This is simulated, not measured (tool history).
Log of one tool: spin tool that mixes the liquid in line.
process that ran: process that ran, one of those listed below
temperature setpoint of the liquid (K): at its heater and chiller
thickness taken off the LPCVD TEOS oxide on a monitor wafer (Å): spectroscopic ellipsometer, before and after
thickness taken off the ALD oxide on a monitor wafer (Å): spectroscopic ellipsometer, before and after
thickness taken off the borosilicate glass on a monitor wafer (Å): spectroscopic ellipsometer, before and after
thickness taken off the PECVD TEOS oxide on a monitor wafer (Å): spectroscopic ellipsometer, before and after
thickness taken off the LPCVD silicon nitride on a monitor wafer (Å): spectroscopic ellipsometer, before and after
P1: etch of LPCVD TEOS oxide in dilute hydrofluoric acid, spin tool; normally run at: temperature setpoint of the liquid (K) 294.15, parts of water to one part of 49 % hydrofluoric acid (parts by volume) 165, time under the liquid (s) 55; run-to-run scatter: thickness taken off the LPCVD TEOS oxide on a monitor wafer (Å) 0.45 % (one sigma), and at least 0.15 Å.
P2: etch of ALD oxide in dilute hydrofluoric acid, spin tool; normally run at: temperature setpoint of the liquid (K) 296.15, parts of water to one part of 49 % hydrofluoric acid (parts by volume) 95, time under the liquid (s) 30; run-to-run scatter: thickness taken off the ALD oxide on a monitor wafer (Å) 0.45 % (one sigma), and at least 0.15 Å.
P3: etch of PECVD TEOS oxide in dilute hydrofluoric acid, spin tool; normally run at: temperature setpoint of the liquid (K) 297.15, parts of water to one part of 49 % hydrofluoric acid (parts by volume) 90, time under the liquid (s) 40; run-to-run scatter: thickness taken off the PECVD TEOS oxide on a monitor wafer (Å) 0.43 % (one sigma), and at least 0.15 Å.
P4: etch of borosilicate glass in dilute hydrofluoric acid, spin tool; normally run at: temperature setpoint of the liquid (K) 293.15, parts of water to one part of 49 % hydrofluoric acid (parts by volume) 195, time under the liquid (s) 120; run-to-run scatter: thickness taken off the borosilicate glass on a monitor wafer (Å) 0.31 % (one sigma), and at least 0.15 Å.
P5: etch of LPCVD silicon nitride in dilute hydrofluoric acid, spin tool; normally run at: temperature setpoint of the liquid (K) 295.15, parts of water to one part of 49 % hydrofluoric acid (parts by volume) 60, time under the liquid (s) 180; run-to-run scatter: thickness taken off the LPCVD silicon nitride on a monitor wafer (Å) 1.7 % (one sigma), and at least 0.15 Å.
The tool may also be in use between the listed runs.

run,hour,process that ran,temperature setpoint of the liquid (K),parts of water to one part of 49 % hydrofluoric acid (parts by volume),time under the liquid (s),hours since the thermometer was replaced,hours since the hydrofluoric acid flow meter was replaced,thickness taken off the LPCVD TEOS oxide on a monitor wafer (Å),thickness taken off the ALD oxide on a monitor wafer (Å),thickness taken off the borosilicate glass on a monitor wafer (Å),thickness taken off the PECVD TEOS oxide on a monitor wafer (Å),thickness taken off the LPCVD silicon nitride on a monitor wafer (Å)
1,2.8,P1,294.15,165,55,649.5,614.0,147.590,,,,
2,8.1,P1,294.15,270,55,654.8,619.3,80.338,,,,
3,11.5,P2,296.15,95,30,658.2,622.7,,46.307,,,
4,17.3,P1,294.15,165,55,664.0,628.5,147.190,,,,
5,20.1,P4,293.15,195,120,666.8,631.3,,,131.730,,
6,24.3,P3,297.15,90,40,671.0,635.5,,,,54.139,
7,30.2,P4,300.15,195,120,676.9,641.4,,,171.900,,
8,33.7,P1,290.15,115,55,680.4,644.9,189.520,,,,
9,39.3,P1,294.15,165,85,686.0,650.5,224.120,,,,
10,42.2,P2,296.15,165,30,688.9,653.4,,24.433,,,
11,45.8,P4,293.15,195,50,692.5,657.0,,,54.987,,
12,51.3,P1,294.15,165,25,698.0,662.5,66.396,,,,
13,56.9,P4,293.15,85,120,703.6,668.1,,,339.600,,
14,60.4,P1,294.15,165,55,707.1,671.6,146.180,,,,
15,66.3,P3,297.15,90,15,713.0,677.5,,,,20.371,
# hour 69.6: hydrofluoric acid flow meter replaced
16,69.7,P5,295.15,60,180,716.4,0.2,,,,,11.7610
17,74.9,P3,297.15,145,40,721.6,5.4,,,,31.414,
18,79.1,P1,294.15,165,55,725.8,9.6,146.510,,,,
19,83.8,P1,290.15,165,55,730.5,14.3,124.350,,,,
20,87.6,P1,298.15,165,15,734.3,18.1,46.389,,,,
21,91.3,P5,295.15,60,25,738.0,21.8,,,,,1.6565
22,95.9,P3,297.15,90,40,742.6,26.4,,,,53.704,
23,101.7,P5,291.15,60,180,748.4,32.2,,,,,9.3838
24,104.8,P2,290.15,95,30,751.5,35.3,,36.083,,,
25,108.4,P1,294.15,165,55,755.1,38.9,146.010,,,,
26,114.1,P1,298.15,165,55,760.8,44.6,170.480,,,,
27,118.2,P3,290.65,90,40,764.9,48.7,,,,41.264,
28,121.4,P2,296.15,95,15,768.1,51.9,,23.063,,,
29,127.2,P1,294.15,85,55,773.9,57.7,308.870,,,,
30,131.6,P1,298.15,165,25,778.3,62.1,77.145,,,,
31,135.5,P5,295.15,105,180,782.2,66.0,,,,,7.5026
32,140.6,P1,294.15,165,55,787.3,71.1,145.350,,,,
33,144.3,P1,294.15,165,55,791.0,74.8,141.340,,,,
34,149.0,P1,294.15,165,55,795.7,79.5,139.010,,,,
35,153.9,P1,294.15,165,55,800.6,84.4,136.800,,,,
36,158.9,P1,294.15,165,55,805.6,89.4,137.380,,,,
37,162.7,P1,294.15,165,55,809.4,93.2,136.200,,,,
38,167.2,P1,294.15,165,55,813.9,97.7,136.310,,,,

What P1 gives has crept away from where it was. These 2 causes fit the log equally well, each at the size given:
A: hydrofluoric acid flow below the setpoint (%) = 6.07
B: liquid colder than its thermometer reads (K) = 1.87
The creep began at about hour 140.6.

4 check runs are offered, each on 5 wafers whose results are averaged, their results left as question marks. Which one tells the causes apart?
check 1,171.7,P4,293.15,195,120,,,,,?,,
check 2,171.7,P3,297.15,90,40,,,,,,?,
check 3,171.7,P5,295.15,60,180,,,,,,,?
check 4,171.7,P2,296.15,95,30,,,,?,,,

What each check would give under each cause:
check,result,if A,if B
check 1,thickness taken off the borosilicate glass on a monitor wafer (Å),122.210,122.430
check 2,thickness taken off the PECVD TEOS oxide on a monitor wafer (Å),50.332,50.063
check 3,thickness taken off the LPCVD silicon nitride on a monitor wafer (Å),11.6300,10.8760
check 4,thickness taken off the ALD oxide on a monitor wafer (Å),43.141,42.898
How far apart the two closest causes lie, in the result that separates them most: check 1 0.18 %; check 2 0.54 %; check 3 6.7 %; check 4 0.56 %
Only check 3 tells the causes apart: in the others they would give nearly the same result.

Check 3 was then run and gave: thickness taken off the LPCVD silicon nitride on a monitor wafer (Å) 10.8630. Which cause is it?

It is B: liquid colder than its thermometer reads (K).
